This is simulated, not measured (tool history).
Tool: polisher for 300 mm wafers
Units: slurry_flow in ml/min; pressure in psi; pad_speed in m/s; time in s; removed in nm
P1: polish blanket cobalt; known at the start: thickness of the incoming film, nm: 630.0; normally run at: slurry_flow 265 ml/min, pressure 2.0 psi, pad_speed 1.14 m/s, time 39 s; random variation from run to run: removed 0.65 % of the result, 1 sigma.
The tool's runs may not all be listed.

run	hour	slurry_flow	pressure	pad_speed	time	removed
1	16.1	265	2.0	1.14	39	219.660
2	27.5	265	2.0	1.14	18	100.800
3	43.6	425	2.0	1.14	39	227.080
4	55.5	265	2.0	1.14	39	219.410
5	68.1	265	1.1	1.14	39	118.710
6	75.1	265	2.0	0.52	39	98.765
7	90.7	160	2.0	1.14	56	292.330
8	102.7	265	2.0	1.14	39	221.850
9	116.0	265	2.0	1.14	55	306.150
10	131.1	265	2.0	1.14	39	217.950
11	141.3	265	2.0	1.58	39	303.190
12	151.8	265	2.0	1.14	39	218.640
13	167.6	160	2.0	1.14	39	205.500
14	183.7	265	2.0	1.14	39	217.690
15	193.5	265	3.0	1.14	39	324.010
16	202.2	265	2.0	1.14	39	220.170
17	216.8	265	2.0	1.14	39	215.180
18	227.1	265	2.0	1.14	39	210.720
19	241.2	265	2.0	1.14	39	209.340
20	256.3	265	2.0	1.14	39	207.960
# hour 257.7: worn pad replaced by a new one
21	268.4	265	2.0	1.14	39	206.940
22	280.7	265	2.0	1.14	39	207.640
23	297.1	265	2.0	1.14	39	205.470
24	312.8	265	2.0	1.14	39	204.150
25	327.6	265	2.0	1.14	39	207.350
26	341.5	265	2.0	1.14	39	205.380

What P1 gives has crept away from where it was. These 2 causes fit the log equally well, each at the size given:
A: slurry flow missing at the pad, % = 36.8
B: head's pressure below its setpoint, % = 5.66
The creep began at about hour 202.2.
Why every other cause is out:
removal rate lost through wear of the pad, %: serviced at hour 257.7, which brought nothing back

4 check runs are offered, each on 3 wafers whose results are averaged, their results left as question marks. Which one tells the causes apart?
check 1	355.4	170	2.0	0.54	39	?
check 2	355.4	265	2.6	1.14	39	?
check 3	355.4	265	2.9	1.14	20	?
check 4	355.4	265	2.0	1.14	25	?

What each check would give under each cause:
check	result	if A	if B
check 1	removed	89.410	92.106
check 2	removed	267.330	267.330
check 3	removed	152.910	152.910
check 4	removed	131.820	131.820
How far apart the two closest causes lie, in the result that separates them most: check 1 2.97 %; check 2 0 %; check 3 0 %; check 4 0 %
Only check 1 tells the causes apart: in the others they would give nearly the same result.

Check 1 was then run and gave: removed 89.564 nm. Which cause is it?

It is A: slurry flow missing at the pad, %.
